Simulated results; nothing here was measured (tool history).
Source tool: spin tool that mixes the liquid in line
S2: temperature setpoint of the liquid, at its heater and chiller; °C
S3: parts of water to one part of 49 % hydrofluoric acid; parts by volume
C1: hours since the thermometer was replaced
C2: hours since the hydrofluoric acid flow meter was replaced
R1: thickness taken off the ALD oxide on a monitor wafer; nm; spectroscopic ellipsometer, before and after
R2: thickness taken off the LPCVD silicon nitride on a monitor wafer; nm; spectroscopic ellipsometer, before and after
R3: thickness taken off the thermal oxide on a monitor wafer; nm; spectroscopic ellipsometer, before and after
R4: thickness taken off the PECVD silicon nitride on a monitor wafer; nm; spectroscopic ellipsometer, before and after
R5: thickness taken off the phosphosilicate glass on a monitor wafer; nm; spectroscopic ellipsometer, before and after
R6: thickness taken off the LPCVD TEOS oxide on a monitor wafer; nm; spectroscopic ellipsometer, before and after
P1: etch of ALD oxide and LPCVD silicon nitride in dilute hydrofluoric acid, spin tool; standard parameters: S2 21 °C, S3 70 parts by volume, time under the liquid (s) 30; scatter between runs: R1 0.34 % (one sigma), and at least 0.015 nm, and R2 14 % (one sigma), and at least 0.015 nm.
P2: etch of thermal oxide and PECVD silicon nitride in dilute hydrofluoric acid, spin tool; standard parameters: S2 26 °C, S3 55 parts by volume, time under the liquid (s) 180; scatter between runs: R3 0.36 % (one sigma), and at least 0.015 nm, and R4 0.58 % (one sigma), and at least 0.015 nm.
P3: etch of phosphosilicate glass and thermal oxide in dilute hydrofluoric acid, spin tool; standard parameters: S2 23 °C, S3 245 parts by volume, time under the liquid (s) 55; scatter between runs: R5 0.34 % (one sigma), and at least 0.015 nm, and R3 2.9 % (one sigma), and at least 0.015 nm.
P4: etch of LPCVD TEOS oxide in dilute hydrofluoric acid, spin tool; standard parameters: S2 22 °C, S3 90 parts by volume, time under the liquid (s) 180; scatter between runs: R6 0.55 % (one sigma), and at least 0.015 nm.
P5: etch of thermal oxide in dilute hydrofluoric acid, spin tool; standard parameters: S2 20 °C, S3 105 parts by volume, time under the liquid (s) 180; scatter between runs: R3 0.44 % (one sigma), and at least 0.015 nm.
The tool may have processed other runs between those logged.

run 1 hour=8.9 | process_that_ran=P1 S2=21 S3=70 time_under_the_liquid_(s)=30 | C1=877.7 C2=453.1 | R1=12.581 R2=0.15371
run 2 hour=18.8 | process_that_ran=P5 S2=20 S3=105 time_under_the_liquid_(s)=95 | C1=887.6 C2=463 | R3=3.7658
run 3 hour=28.7 | process_that_ran=P2 S2=33.5 S3=55 time_under_the_liquid_(s)=180 | C1=897.5 C2=472.9 | R3=22.851 R4=12.889
run 4 hour=40 | process_that_ran=P1 S2=21 S3=30 time_under_the_liquid_(s)=30 | C1=908.8 C2=484.2 | R1=31.17 R2=0.38836
run 5 hour=54.4 | process_that_ran=P3 S2=23 S3=245 time_under_the_liquid_(s)=90 | C1=923.2 C2=498.6 | R3=1.3543 R5=38.996
run 6 hour=67.2 | process_that_ran=P3 S2=23 S3=245 time_under_the_liquid_(s)=55 | C1=936 C2=511.4 | R3=0.8458 R5=23.996
run 7 hour=74.8 | process_that_ran=P1 S2=21 S3=115 time_under_the_liquid_(s)=30 | C1=943.6 C2=519 | R1=7.309 R2=0.096472
run 8 hour=82.7 | process_that_ran=P1 S2=21 S3=70 time_under_the_liquid_(s)=30 | C1=951.5 C2=526.9 | R1=12.635 R2=0.19509
run 9 hour=94.2 | process_that_ran=P5 S2=20 S3=30 time_under_the_liquid_(s)=180 | C1=963 C2=538.4 | R3=27.153
run 10 hour=109.1 | process_that_ran=P1 S2=21 S3=70 time_under_the_liquid_(s)=30 | C1=977.9 C2=553.3 | R1=12.623 R2=0.18332
run 11 hour=118.8 | process_that_ran=P5 S2=17 S3=105 time_under_the_liquid_(s)=180 | C1=987.6 C2=563 | R3=6.2078
run 12 hour=134.4 | process_that_ran=P1 S2=21 S3=70 time_under_the_liquid_(s)=30 | C1=1003.2 C2=578.6 | R1=12.592 R2=0.14416
run 13 hour=144.2 | process_that_ran=P3 S2=23 S3=245 time_under_the_liquid_(s)=55 | C1=1013 C2=588.4 | R3=0.80228 R5=23.957
run 14 hour=158.7 | process_that_ran=P1 S2=21 S3=70 time_under_the_liquid_(s)=30 | C1=1027.5 C2=602.9 | R1=12.636 R2=0.1854
run 15 hour=166.1 | process_that_ran=P2 S2=26 S3=55 time_under_the_liquid_(s)=40 | C1=1034.9 C2=610.3 | R3=3.8081 R4=1.7386
run 16 hour=176.5 | process_that_ran=P1 S2=21 S3=45 time_under_the_liquid_(s)=15 | C1=1045.3 C2=620.7 | R1=10.128 R2=0.1249
run 17 hour=184.2 | process_that_ran=P4 S2=22 S3=90 time_under_the_liquid_(s)=180 | C1=1053 C2=628.4 | R6=45.202
-- hour=188.5 thermometer replaced
run 18 hour=198.6 | process_that_ran=P4 S2=22 S3=160 time_under_the_liquid_(s)=180 | C1=10.2 C2=642.8 | R6=23.432
run 19 hour=211.5 | process_that_ran=P1 S2=21 S3=70 time_under_the_liquid_(s)=30 | C1=23.1 C2=655.7 | R1=12.663 R2=0.12735
run 20 hour=226.9 | process_that_ran=P1 S2=21 S3=70 time_under_the_liquid_(s)=15 | C1=38.5 C2=671.1 | R1=6.3203 R2=0.082982
run 21 hour=242 | process_that_ran=P4 S2=17 S3=90 time_under_the_liquid_(s)=180 | C1=53.6 C2=686.2 | R6=36.247
run 22 hour=256.9 | process_that_ran=P1 S2=21 S3=70 time_under_the_liquid_(s)=50 | C1=68.5 C2=701.1 | R1=21.222 R2=0.25982
run 23 hour=268.4 | process_that_ran=P5 S2=20 S3=105 time_under_the_liquid_(s)=180 | C1=80 C2=712.6 | R3=7.0393
run 24 hour=281.9 | process_that_ran=P1 S2=25 S3=70 time_under_the_liquid_(s)=30 | C1=93.5 C2=726.1 | R1=14.895 R2=0.19183
run 25 hour=291 | process_that_ran=P5 S2=20 S3=105 time_under_the_liquid_(s)=180 | C1=102.6 C2=735.2 | R3=7.0462
run 26 hour=303.1 | process_that_ran=P3 S2=23 S3=125 time_under_the_liquid_(s)=55 | C1=114.7 C2=747.3 | R3=1.8066 R5=53.689
run 27 hour=314.8 | process_that_ran=P2 S2=26 S3=85 time_under_the_liquid_(s)=180 | C1=126.4 C2=759 | R3=10.611 R4=5.0994
run 28 hour=324.2 | process_that_ran=P1 S2=17 S3=40 time_under_the_liquid_(s)=30 | C1=135.8 C2=768.4 | R1=19.373 R2=0.2409
run 29 hour=334.1 | process_that_ran=P4 S2=22 S3=90 time_under_the_liquid_(s)=335 | C1=145.7 C2=778.3 | R6=84.209
run 30 hour=349.2 | process_that_ran=P2 S2=26 S3=55 time_under_the_liquid_(s)=180 | C1=160.8 C2=793.4 | R3=17.253 R4=7.8536
run 31 hour=358 | process_that_ran=P1 S2=21 S3=70 time_under_the_liquid_(s)=30 | C1=169.6 C2=802.2 | R1=12.696 R2=0.15397
run 32 hour=367.5 | process_that_ran=P2 S2=26 S3=55 time_under_the_liquid_(s)=180 | C1=179.1 C2=811.7 | R3=17.222 R4=7.833
run 33 hour=379.9 | process_that_ran=P3 S2=17 S3=245 time_under_the_liquid_(s)=55 | C1=191.5 C2=824.1 | R3=0.67108 R5=19.014
run 34 hour=396.1 | process_that_ran=P1 S2=17 S3=70 time_under_the_liquid_(s)=30 | C1=207.7 C2=840.3 | R1=10.714 R2=0.12427
run 35 hour=406.9 | process_that_ran=P1 S2=21 S3=70 time_under_the_liquid_(s)=30 | C1=218.5 C2=851.1 | R1=12.669 R2=0.18447
run 36 hour=416.9 | process_that_ran=P1 S2=21 S3=70 time_under_the_liquid_(s)=30 | C1=228.5 C2=861.1 | R1=12.262 R2=0.15431
run 37 hour=428.3 | process_that_ran=P1 S2=21 S3=70 time_under_the_liquid_(s)=30 | C1=239.9 C2=872.5 | R1=12.135 R2=0.17636
run 38 hour=442.1 | process_that_ran=P1 S2=21 S3=70 time_under_the_liquid_(s)=30 | C1=253.7 C2=886.3 | R1=11.889 R2=0.14268
run 39 hour=454.4 | process_that_ran=P1 S2=21 S3=70 time_under_the_liquid_(s)=30 | C1=266 C2=898.6 | R1=11.828 R2=0.13218
run 40 hour=466.2 | process_that_ran=P1 S2=21 S3=70 time_under_the_liquid_(s)=30 | C1=277.8 C2=910.4 | R1=11.868 R2=0.19625
run 41 hour=473.9 | process_that_ran=P1 S2=21 S3=70 time_under_the_liquid_(s)=30 | C1=285.5 C2=918.1 | R1=11.853 R2=0.18611
run 42 hour=487.5 | process_that_ran=P1 S2=21 S3=70 time_under_the_liquid_(s)=30 | C1=299.1 C2=931.7 | R1=11.75 R2=0.17349
run 43 hour=503.5 | process_that_ran=P1 S2=21 S3=70 time_under_the_liquid_(s)=30 | C1=315.1 C2=947.7 | R1=11.724 R2=0.16354

What P1 gives has crept away from where it was. These 2 causes fit the log equally well, each at the size given:
A: liquid colder than its thermometer reads (K) = 1.74
B: hydrofluoric acid flow below the setpoint (%) = 6.47
Creep in the process output first set in at about hour 406.9.

Question marks stand in for the results of the 4 check runs listed below, each run on one wafer. Under which run would the listed causes show clearly different results?
run check 1 hour=519.5 | process_that_ran=P5 S2=17 S3=40 time_under_the_liquid_(s)=180 | R3=?
run check 2 hour=519.5 | process_that_ran=P3 S2=19.5 S3=150 time_under_the_liquid_(s)=55 | R3=? R5=?
run check 3 hour=519.5 | process_that_ran=P4 S2=17 S3=90 time_under_the_liquid_(s)=270 | R6=?
run check 4 hour=519.5 | process_that_ran=P2 S2=31 S3=55 time_under_the_liquid_(s)=105 | R3=? R4=?

Check results expected under each cause:
check=check_1 result=R3 if_A=16.266 if_B=16.374
check=check_2 result=R3 if_A=1.2326 if_B=1.2236
check=check_2 result=R5 if_A=35.146 if_B=34.89
check=check_3 result=R6 if_A=50.982 if_B=51.029
check=check_4 result=R3 if_A=11.392 if_B=11.337
check=check_4 result=R4 if_A=5.6703 if_B=5.9332
Separation of the two closest causes in each check, using whichever result separates them best: check 1 0.66 %; check 2 0.73 %; check 3 0.09 %; check 4 4.53 %
Check 4 tells the causes apart: in the others they would give nearly the same result.

Here is what check 4 returned: R3 11.406 nm; R4 5.6609 nm. Which cause is it?

Of the candidate causes, it is A: liquid colder than its thermometer reads (K).

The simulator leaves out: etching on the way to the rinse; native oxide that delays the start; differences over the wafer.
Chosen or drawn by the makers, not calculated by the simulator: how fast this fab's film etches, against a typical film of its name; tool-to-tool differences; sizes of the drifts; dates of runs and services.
